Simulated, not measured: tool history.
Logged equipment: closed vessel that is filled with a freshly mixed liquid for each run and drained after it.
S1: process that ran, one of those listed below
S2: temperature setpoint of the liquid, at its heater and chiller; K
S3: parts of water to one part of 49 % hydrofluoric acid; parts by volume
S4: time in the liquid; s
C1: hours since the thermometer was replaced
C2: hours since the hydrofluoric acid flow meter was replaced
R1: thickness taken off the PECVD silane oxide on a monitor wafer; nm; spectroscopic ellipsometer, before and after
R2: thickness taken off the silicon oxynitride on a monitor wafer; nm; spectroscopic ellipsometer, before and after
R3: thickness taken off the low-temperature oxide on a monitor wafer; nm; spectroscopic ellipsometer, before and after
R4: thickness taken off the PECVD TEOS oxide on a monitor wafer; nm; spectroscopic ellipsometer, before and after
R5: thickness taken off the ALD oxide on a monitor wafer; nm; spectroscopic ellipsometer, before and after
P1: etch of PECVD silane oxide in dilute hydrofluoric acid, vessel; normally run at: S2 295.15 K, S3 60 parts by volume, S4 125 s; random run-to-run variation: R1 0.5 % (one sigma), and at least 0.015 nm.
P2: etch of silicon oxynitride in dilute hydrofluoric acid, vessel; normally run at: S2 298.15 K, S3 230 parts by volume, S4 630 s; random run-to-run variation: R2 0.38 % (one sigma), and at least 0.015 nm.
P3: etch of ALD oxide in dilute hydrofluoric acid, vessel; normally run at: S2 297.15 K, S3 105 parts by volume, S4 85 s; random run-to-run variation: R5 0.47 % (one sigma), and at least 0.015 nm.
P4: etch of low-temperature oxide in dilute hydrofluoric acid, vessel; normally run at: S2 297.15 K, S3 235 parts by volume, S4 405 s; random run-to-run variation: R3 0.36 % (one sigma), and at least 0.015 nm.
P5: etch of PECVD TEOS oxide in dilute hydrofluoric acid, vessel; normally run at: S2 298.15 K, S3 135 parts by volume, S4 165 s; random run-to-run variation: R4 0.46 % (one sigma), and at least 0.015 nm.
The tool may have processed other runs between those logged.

run   hour  S1      S2   S3   S4      C1     C2      R1       R2       R3      R4       R5
  1   16.9  P1  295.15   60  125  1080.1   99.4  44.053
  2   32.5  P2  298.15  230  630  1095.7  115.0          7.17300
  3   47.0  P2  298.15  330  630  1110.2  129.5          4.69360
  4   55.6  P1  295.15   60  125  1118.8  138.1  43.693
  5   70.2  P1  295.15  105  125  1133.4  152.7  23.906
  6   86.0  P4  297.15  235  405  1149.2  168.5                   21.2730
  7  105.0  P4  297.15  335  405  1168.2  187.5                   13.5050
  8  115.3  P5  298.15  135  330  1178.5  197.8                            25.617
  9  132.2  P3  297.15  105   85  1195.4  214.7                                     9.8346
 10  145.2  P1  295.15   60  125  1208.4  227.7  43.656
 11  153.5  P2  298.15  230   55  1216.7  236.0          0.61796
 12  162.4  P3  297.15  105  145  1225.6  244.9                                    16.7310
 13  179.4  P1  295.15   60  205  1242.6  261.9  71.572
 14  188.9  P1  295.15   60  125  1252.1  271.4  43.770
 15  201.7  P3  301.15  105   85  1264.9  284.2                                    11.4280
 16  220.1  P1  295.15   40   60  1283.3  302.6  32.186
 17  228.5  P4  304.65  235  405  1291.7  311.0                   27.7910
 18  241.5  P5  298.15  135  165  1304.7  324.0                            13.000
 19  250.8  P2  298.15  230  630  1314.0  333.3          7.22850
 20  262.5  P1  295.15   60  125  1325.7  345.0  43.494
 21  280.1  P1  295.15   60  125  1343.3  362.6  43.725
 22  298.8  P5  298.15   50  165  1362.0  381.3                            39.103
 23  309.7  P5  290.65  135  165  1372.9  392.2                             9.582
 24  327.9  P1  295.15   60   30  1391.1  410.4  10.639
 25  337.2  P3  297.15   65   85  1400.4  419.7                                    16.6560
 26  347.2  P1  295.15   30  125  1410.4  429.7  91.816
 27  355.9  P4  297.15  235   30  1419.1  438.4                    1.5496
 28  368.2  P1  290.15   60  125  1431.4  450.7  35.148
 29  379.2  P2  303.15  230  630  1442.4  461.7          8.84490
 30  391.7  P1  295.15   60  125  1454.9  474.2  43.932
 31  408.0  P1  300.15   60  125  1471.2  490.5  53.821
 32  426.5  P1  295.15   60  125  1489.7  509.0  43.814
 33  436.3  P1  295.15   60  125  1499.5  518.8  42.316
 34  446.7  P1  295.15   60  125  1509.9  529.2  41.322
 35  462.6  P1  295.15   60  125  1525.8  545.1  40.555
 36  474.6  P1  295.15   60  125  1537.8  557.1  39.915
 37  482.9  P1  295.15   60  125  1546.1  565.4  39.819
 38  494.8  P1  295.15   60  125  1558.0  577.3  39.906
 39  505.3  P1  295.15   60  125  1568.5  587.8  39.864

P1 has crept away from where it was. The log is fitted equally well by each of these 2 causes, at the sizes shown:
A: liquid colder than its thermometer reads (K) = 2.18
B: hydrofluoric acid flow below the setpoint (%) = 8.12
The process output started creeping at around hour 426.5.

Of the 4 check runs listed below, each run on one wafer and each result written as a question mark, which would let you distinguish the listed causes because they would give clearly different results?
check 1  515.8  P3  297.15  105  125                           ?
check 2  515.8  P2  303.15  230  155               ?
check 3  515.8  P5  298.15   55  320                       ?
check 4  515.8  P4  302.65  320  405                   ?

If the cause were each of the candidates in turn, the checks would give the following:
  check  result     if A     if B
check 1      R5  13.2350  13.1160
check 2      R2  1.99360  1.97090
check 3      R4   62.424   62.312
check 4      R3  16.0540  15.3670
Per-check spread between the two closest causes, in the result where they differ most: check 1 0.9 %; check 2 1.14 %; check 3 0.18 %; check 4 4.37 %
Only check 4 tells the causes apart: in the others they would give nearly the same result.

Check 4 has now been run. It gave: R3 16.1190 nm. Which of the candidate causes is it?

It is A: liquid colder than its thermometer reads (K).
